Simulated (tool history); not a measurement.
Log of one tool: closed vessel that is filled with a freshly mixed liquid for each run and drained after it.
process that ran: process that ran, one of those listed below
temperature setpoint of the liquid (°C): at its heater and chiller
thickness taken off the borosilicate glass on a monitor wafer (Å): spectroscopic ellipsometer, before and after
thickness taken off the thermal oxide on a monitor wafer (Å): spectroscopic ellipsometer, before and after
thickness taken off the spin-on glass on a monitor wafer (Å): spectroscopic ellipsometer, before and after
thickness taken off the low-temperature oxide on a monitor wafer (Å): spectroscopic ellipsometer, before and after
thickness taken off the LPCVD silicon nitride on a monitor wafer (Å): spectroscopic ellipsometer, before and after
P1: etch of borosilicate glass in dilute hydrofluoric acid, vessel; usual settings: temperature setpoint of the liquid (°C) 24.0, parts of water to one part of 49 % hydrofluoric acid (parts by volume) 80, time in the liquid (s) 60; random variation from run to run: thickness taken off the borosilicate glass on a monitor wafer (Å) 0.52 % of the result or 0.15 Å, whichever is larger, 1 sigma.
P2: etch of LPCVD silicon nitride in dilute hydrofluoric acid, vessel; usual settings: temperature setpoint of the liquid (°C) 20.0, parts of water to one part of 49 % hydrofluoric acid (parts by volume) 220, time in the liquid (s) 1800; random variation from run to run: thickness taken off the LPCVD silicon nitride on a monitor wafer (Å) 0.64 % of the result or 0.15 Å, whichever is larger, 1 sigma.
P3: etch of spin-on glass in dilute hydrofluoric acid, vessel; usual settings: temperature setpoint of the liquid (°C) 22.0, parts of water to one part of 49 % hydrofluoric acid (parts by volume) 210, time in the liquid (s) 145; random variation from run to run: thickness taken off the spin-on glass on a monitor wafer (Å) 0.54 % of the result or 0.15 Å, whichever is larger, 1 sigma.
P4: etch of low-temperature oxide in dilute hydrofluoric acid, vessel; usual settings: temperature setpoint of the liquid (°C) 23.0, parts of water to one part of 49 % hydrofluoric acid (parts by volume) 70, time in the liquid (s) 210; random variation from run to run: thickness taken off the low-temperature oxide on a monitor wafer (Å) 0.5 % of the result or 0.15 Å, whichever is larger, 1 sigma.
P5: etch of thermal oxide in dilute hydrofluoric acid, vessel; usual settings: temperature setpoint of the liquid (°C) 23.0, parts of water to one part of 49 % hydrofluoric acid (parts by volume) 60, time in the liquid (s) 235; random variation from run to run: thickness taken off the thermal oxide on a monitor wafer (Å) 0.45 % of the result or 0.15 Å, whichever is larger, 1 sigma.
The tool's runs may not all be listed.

run,hour,process that ran,temperature setpoint of the liquid (°C),parts of water to one part of 49 % hydrofluoric acid (parts by volume),time in the liquid (s),hours since the thermometer was replaced,hours since the hydrofluoric acid flow meter was replaced,thickness taken off the borosilicate glass on a monitor wafer (Å),thickness taken off the thermal oxide on a monitor wafer (Å),thickness taken off the spin-on glass on a monitor wafer (Å),thickness taken off the low-temperature oxide on a monitor wafer (Å),thickness taken off the LPCVD silicon nitride on a monitor wafer (Å)
1,6.2,P1,24.0,80,60,899.1,271.5,248.50,,,,
2,13.0,P1,24.0,80,60,905.9,278.3,246.04,,,,
3,18.5,P1,24.0,80,115,911.4,283.8,475.27,,,,
4,24.0,P1,24.0,80,60,916.9,289.3,250.01,,,,
5,28.0,P5,23.0,60,345,920.9,293.3,,257.01,,,
6,32.8,P3,22.0,320,145,925.7,298.1,,,164.460,,
7,36.8,P5,17.0,60,235,929.7,302.1,,137.01,,,
8,40.7,P1,30.5,80,60,933.6,306.0,316.98,,,,
9,45.0,P3,22.0,210,145,937.9,310.3,,,279.240,,
10,49.6,P5,23.0,60,235,942.5,314.9,,174.63,,,
11,55.4,P3,30.0,210,145,948.3,320.7,,,369.320,,
12,63.0,P4,23.0,70,110,955.9,328.3,,,,163.61,
13,71.2,P1,20.0,80,60,964.1,336.5,209.00,,,,
14,76.2,P1,24.0,80,60,969.1,341.5,248.68,,,,
15,83.7,P5,23.0,60,235,976.6,349.0,,175.32,,,
16,89.3,P4,23.0,70,210,982.2,354.6,,,,311.27,
17,94.1,P5,23.0,85,235,987.0,359.4,,120.53,,,
18,100.8,P1,30.0,145,60,993.7,366.1,157.39,,,,
19,107.9,P2,20.0,220,235,1000.8,373.2,,,,,4.196
20,113.1,P1,24.0,80,60,1006.0,378.4,246.32,,,,
21,121.2,P4,30.5,70,210,1014.1,386.5,,,,416.74,
22,128.0,P4,23.0,110,210,1020.9,393.3,,,,188.34,
23,136.1,P3,22.0,210,45,1029.0,401.4,,,85.232,,
24,139.9,P2,20.0,40,1800,1032.8,405.2,,,,,171.120
25,146.5,P1,24.0,80,60,1039.4,411.8,247.53,,,,
26,154.3,P1,24.0,80,60,1047.2,419.6,247.90,,,,
27,161.6,P2,25.0,220,1800,1054.5,426.9,,,,,45.344
28,168.5,P2,20.0,220,1800,1061.4,433.8,,,,,32.633
29,177.0,P3,22.0,210,145,1069.9,442.3,,,274.400,,
# hour 178.7: hydrofluoric acid flow meter replaced
30,181.1,P1,24.0,145,60,1074.0,2.5,126.43,,,,
31,188.0,P1,24.0,80,30,1080.9,9.4,124.55,,,,
32,193.6,P4,23.0,70,210,1086.5,15.0,,,,308.90,
33,198.6,P1,24.0,20,60,1091.5,20.0,1078.30,,,,
34,203.4,P1,24.0,80,60,1096.3,24.8,248.44,,,,
35,211.4,P1,24.0,80,60,1104.3,32.8,254.68,,,,
36,219.4,P1,24.0,80,60,1112.3,40.8,256.88,,,,
37,225.0,P1,24.0,80,60,1117.9,46.4,259.03,,,,
38,230.8,P1,24.0,80,60,1123.7,52.2,260.34,,,,
39,236.4,P1,24.0,80,60,1129.3,57.8,261.58,,,,
40,243.1,P1,24.0,80,60,1136.0,64.5,259.25,,,,
41,248.0,P1,24.0,80,60,1140.9,69.4,260.13,,,,
42,253.8,P1,24.0,80,60,1146.7,75.2,261.56,,,,
43,259.8,P1,24.0,80,60,1152.7,81.2,261.09,,,,
44,264.4,P1,24.0,80,60,1157.3,85.8,263.71,,,,

What P1 gives has crept away from where it was. These 2 causes fit the log equally well, each at the size given:
A: hydrofluoric acid flow above the setpoint (%) = 5.24
B: liquid hotter than its thermometer reads (K) = 1.41
The creep began at about hour 203.4.

4 check runs are offered, each on 2 wafers whose results are averaged, their results left as question marks. Which one tells the causes apart?
check 1,269.0,P2,20.0,220,1800,,,,,,,?
check 2,269.0,P3,22.0,210,145,,,,,?,,
check 3,269.0,P5,23.0,60,235,,,,?,,,
check 4,269.0,P4,23.0,70,210,,,,,,?,

What each check would give under each cause:
check,result,if A,if B
check 1,thickness taken off the LPCVD silicon nitride on a monitor wafer (Å),34.356,35.820
check 2,thickness taken off the spin-on glass on a monitor wafer (Å),295.160,292.440
check 3,thickness taken off the thermal oxide on a monitor wafer (Å),185.00,185.51
check 4,thickness taken off the low-temperature oxide on a monitor wafer (Å),329.52,330.09
How far apart the two closest causes lie, in the result that separates them most: check 1 4.17 %; check 2 0.93 %; check 3 0.28 %; check 4 0.17 %
Only check 1 tells the causes apart: in the others they would give nearly the same result.

Then check 1 was run and gave: thickness taken off the LPCVD silicon nitride on a monitor wafer (Å) 35.969. Which cause is it?

It is B: liquid hotter than its thermometer reads (K).
